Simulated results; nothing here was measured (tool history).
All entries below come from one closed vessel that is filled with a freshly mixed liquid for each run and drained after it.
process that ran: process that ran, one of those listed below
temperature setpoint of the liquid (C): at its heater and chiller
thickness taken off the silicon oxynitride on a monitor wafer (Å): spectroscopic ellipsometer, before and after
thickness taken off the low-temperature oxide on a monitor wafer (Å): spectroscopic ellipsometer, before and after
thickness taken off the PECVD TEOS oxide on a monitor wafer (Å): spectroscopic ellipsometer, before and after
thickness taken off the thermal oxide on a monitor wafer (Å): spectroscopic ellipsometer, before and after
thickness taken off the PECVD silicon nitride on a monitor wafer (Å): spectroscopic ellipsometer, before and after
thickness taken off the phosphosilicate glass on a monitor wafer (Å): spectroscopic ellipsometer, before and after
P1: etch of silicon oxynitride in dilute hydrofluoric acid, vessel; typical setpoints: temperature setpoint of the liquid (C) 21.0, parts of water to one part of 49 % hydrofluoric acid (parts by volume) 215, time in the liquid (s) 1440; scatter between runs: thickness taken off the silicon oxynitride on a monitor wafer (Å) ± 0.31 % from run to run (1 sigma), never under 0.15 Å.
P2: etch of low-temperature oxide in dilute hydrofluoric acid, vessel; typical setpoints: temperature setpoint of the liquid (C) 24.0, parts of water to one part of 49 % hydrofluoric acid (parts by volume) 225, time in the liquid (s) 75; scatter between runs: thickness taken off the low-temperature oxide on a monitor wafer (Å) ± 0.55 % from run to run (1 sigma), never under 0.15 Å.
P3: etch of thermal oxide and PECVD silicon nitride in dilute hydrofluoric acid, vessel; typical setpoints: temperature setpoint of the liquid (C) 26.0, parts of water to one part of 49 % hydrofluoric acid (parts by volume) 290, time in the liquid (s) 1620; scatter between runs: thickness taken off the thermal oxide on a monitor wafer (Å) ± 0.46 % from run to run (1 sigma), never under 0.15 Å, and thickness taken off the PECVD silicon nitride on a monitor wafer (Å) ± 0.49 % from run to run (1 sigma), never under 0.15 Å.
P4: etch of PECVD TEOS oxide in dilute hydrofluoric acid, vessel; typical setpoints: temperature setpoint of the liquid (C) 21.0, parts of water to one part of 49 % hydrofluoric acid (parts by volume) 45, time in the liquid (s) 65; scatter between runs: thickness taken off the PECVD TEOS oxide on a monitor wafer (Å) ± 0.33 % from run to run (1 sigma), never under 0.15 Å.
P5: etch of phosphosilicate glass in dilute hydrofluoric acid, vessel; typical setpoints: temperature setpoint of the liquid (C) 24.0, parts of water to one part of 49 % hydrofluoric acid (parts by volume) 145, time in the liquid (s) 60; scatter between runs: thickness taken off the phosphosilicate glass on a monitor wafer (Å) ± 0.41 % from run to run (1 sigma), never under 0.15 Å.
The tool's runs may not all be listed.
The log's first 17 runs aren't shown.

run   hour  process that ran  temperature setpoint of the liquid (C)  parts of water to one part of 49 % hydrofluoric acid (parts by volume)  time in the liquid (s)  hours since the thermometer was replaced  hours since the hydrofluoric acid flow meter was replaced  thickness taken off the silicon oxynitride on a monitor wafer (Å)  thickness taken off the low-temperature oxide on a monitor wafer (Å)  thickness taken off the PECVD TEOS oxide on a monitor wafer (Å)  thickness taken off the thermal oxide on a monitor wafer (Å)  thickness taken off the PECVD silicon nitride on a monitor wafer (Å)  thickness taken off the phosphosilicate glass on a monitor wafer (Å)
 18   51.3                P4                                    21.0                                                                      45                     125                                     132.4                                                      917.5                                                                                                                                                                                                    638.31
 19   54.4                P1                                    21.0                                                                     305                    1440                                     135.5                                                      920.6                                                            130.680
 20   58.1                P1                                    21.0                                                                     215                    1440                                     139.2                                                      924.3                                                            196.410
 21   61.3                P3                                    26.0                                                                     290                    1620                                     142.4                                                      927.5                                                                                                                                                                                                                                                                  246.69                                                                254.00
 22   64.0                P3                                    26.0                                                                     290                    2965                                     145.1                                                      930.2                                                                                                                                                                                                                                                                  450.76                                                                460.67
 23   65.9                P5                                    17.0                                                                     145                      60                                     147.0                                                      932.1                                                                                                                                                                                                                                                                                                                                                                                                              309.87
 24   68.6                P1                                    21.0                                                                     215                    2475                                     149.7                                                      934.8                                                            336.440
 25   71.8                P5                                    24.0                                                                      40                      60                                     152.9                                                      938.0                                                                                                                                                                                                                                                                                                                                                                                                             1681.20
 26   75.4                P5                                    24.0                                                                     145                      60                                     156.5                                                      941.6                                                                                                                                                                                                                                                                                                                                                                                                              409.63
 27   78.8                P1                                    21.0                                                                     215                    1440                                     159.9                                                      945.0                                                            196.170
 28   82.2                P2                                    24.0                                                                     225                      75                                     163.3                                                      948.4                                                                                                                                  105.520
 29   84.8                P4                                    21.0                                                                      45                      65                                     165.9                                                      951.0                                                                                                                                                                                                    329.53
 30   88.9                P2                                    24.0                                                                      50                      75                                     170.0                                                      955.1                                                                                                                                  580.150
 31   92.4                P5                                    24.0                                                                     145                      30                                     173.5                                                      958.6                                                                                                                                                                                                                                                                                                                                                                                                              205.30
 32   94.3                P1                                    21.0                                                                     215                    1440                                     175.4                                                      960.5                                                            196.470
 33   98.0                P1                                    21.0                                                                     215                    1440                                     179.1                                                      964.2                                                            190.740
 34  101.0                P1                                    21.0                                                                     215                    1440                                     182.1                                                      967.2                                                            189.150
 35  104.2                P1                                    21.0                                                                     215                    1440                                     185.3                                                      970.4                                                            186.530

What does the tool deliver on the next run?
 36  106.7                P1                                    21.0                                                                     215                    1440                                     187.8                                                      972.9                                                                  ?

thickness taken off the silicon oxynitride on a monitor wafer (Å): 186.610

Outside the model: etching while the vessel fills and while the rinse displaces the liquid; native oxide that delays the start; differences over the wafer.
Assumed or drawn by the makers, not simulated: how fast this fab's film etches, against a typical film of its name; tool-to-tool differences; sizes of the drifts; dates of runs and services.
